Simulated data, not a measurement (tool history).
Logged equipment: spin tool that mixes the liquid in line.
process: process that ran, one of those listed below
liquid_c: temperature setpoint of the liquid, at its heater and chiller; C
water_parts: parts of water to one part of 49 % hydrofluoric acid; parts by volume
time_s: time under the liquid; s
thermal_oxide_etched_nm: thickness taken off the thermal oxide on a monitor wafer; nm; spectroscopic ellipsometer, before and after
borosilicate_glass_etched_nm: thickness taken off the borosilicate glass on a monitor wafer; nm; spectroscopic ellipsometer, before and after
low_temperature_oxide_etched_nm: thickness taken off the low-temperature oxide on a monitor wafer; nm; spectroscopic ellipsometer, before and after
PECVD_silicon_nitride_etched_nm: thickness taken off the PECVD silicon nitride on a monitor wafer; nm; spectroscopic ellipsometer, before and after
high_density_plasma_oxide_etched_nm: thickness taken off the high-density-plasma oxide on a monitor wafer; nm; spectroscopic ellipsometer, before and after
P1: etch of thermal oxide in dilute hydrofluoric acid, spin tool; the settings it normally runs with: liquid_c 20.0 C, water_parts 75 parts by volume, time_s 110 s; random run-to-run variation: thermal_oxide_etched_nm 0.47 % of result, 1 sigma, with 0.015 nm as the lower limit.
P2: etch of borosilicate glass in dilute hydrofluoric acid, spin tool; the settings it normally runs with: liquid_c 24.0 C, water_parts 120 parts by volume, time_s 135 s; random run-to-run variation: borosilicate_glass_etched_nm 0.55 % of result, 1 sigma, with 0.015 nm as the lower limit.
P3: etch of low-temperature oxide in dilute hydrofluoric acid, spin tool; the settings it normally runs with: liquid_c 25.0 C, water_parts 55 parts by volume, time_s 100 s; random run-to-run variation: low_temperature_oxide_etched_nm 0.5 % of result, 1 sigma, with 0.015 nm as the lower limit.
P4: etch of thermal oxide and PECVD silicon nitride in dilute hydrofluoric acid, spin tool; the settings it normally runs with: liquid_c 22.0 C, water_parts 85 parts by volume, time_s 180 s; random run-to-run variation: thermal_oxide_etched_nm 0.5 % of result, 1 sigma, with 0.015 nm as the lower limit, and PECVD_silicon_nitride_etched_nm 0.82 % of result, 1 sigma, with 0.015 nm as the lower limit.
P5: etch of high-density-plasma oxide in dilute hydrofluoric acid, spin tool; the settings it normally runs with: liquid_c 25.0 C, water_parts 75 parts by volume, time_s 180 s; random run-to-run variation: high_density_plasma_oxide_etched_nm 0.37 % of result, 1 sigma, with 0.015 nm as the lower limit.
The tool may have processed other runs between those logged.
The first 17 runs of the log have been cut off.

| run | hour | process | liquid_c | water_parts | time_s | hours since the thermometer was replaced | hours since the hydrofluoric acid flow meter was replaced | thermal_oxide_etched_nm | borosilicate_glass_etched_nm | low_temperature_oxide_etched_nm | PECVD_silicon_nitride_etched_nm | high_density_plasma_oxide_etched_nm |
|---|---|---|---|---|---|---|---|---|---|---|---|---|
| 18 | 156.7 | P1 | 17.0 | 75 | 110 | 974.2 | 414.6 | 4.8145 |  |  |  |  |
| 19 | 164.8 | P1 | 20.0 | 75 | 110 | 982.3 | 422.7 | 5.4668 |  |  |  |  |
| 20 | 170.3 | P1 | 24.0 | 75 | 55 | 987.8 | 428.2 | 3.2118 |  |  |  |  |
| 21 | 179.9 | P1 | 17.0 | 50 | 110 | 997.4 | 437.8 | 7.4908 |  |  |  |  |
| 22 | 189.0 | P3 | 25.0 | 55 | 100 | 1006.5 | 446.9 |  |  | 38.9920 |  |  |
| 23 | 198.9 | P2 | 24.0 | 120 | 135 | 1016.4 | 456.8 |  | 25.088 |  |  |  |
| 24 | 207.5 | P3 | 25.0 | 55 | 100 | 1025.0 | 465.4 |  |  | 39.0110 |  |  |
| 25 | 216.2 | P4 | 22.0 | 85 | 325 | 1033.7 | 474.1 | 17.3630 |  |  | 5.7488 |  |

What will run 26 give?
| 26 | 226.2 | P5 | 25.0 | 75 | 180 | 1043.7 | 484.1 |  |  |  |  | ? |

Run 26 gave high_density_plasma_oxide_etched_nm 12.9690 nm.
